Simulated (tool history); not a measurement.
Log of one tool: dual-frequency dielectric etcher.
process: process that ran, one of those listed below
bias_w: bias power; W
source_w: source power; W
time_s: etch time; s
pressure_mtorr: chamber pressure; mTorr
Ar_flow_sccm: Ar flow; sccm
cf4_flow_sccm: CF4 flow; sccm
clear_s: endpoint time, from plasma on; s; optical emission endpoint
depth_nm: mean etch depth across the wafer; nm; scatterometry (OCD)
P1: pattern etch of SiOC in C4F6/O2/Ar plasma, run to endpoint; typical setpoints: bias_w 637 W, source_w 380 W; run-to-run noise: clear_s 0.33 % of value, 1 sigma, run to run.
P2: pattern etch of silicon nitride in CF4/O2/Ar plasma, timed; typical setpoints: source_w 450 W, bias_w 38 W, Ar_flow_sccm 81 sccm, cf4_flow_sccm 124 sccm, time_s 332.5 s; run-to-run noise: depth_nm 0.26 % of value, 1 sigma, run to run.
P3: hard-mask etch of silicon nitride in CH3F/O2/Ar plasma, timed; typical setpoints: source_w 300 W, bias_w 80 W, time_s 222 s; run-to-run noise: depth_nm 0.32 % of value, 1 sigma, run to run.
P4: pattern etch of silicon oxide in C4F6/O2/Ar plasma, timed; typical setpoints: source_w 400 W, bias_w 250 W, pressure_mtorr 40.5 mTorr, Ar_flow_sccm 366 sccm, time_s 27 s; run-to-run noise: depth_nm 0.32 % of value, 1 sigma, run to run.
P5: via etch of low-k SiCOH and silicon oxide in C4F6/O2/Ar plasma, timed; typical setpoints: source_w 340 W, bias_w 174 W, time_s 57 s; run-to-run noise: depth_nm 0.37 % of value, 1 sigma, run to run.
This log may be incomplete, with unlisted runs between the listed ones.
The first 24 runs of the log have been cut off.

run   hour  process  bias_w  source_w  time_s  pressure_mtorr  Ar_flow_sccm  cf4_flow_sccm  hours since the last wet clean  hours since the last bias power generator calibration  hours since the last source power generator calibration  clear_s  depth_nm
 25  143.5       P4     250       400      27            40.5           464                                          423.7                                                  691.8                                                   1149.6             88.077
 26  148.8       P2      23       450   332.5                            81            124                             429                                                  697.1                                                   1154.9             468.34
 27  154.3       P1     521       270                                                                                434.5                                                  702.6                                                   1160.4   11.368
 28  159.5       P1     637       540                                                                                439.7                                                  707.8                                                   1165.6   8.1733
 29  163.6       P5     136       340      57                                                                        443.8                                                  711.9                                                   1169.7             138.65
 30    167       P2      38       450   332.5                            81            147                           447.2                                                  715.3                                                   1173.1             554.95
 31  172.4       P3      80       200     222                                                                        452.6                                                  720.7                                                   1178.5              127.7
 32  178.4       P1     637       380                                                                                458.6                                                  726.7                                                   1184.5   9.3075
 33  184.5       P1     637       380                                                                                464.7                                                  732.8                                                   1190.6   9.2347
 34  188.7       P1     637       380                                                                                468.9                                                    737                                                   1194.8   9.2328
 35  195.6       P1     637       380                                                                                475.8                                                  743.9                                                   1201.7   9.2065

Predict the results of run 36:
     196.2  -- wet clean of the chamber
 36  199.4       P1     637       380                                                                                  3.3                                                  747.7                                                   1205.5        ?

{"run 36": {"clear_s": 9.175}}
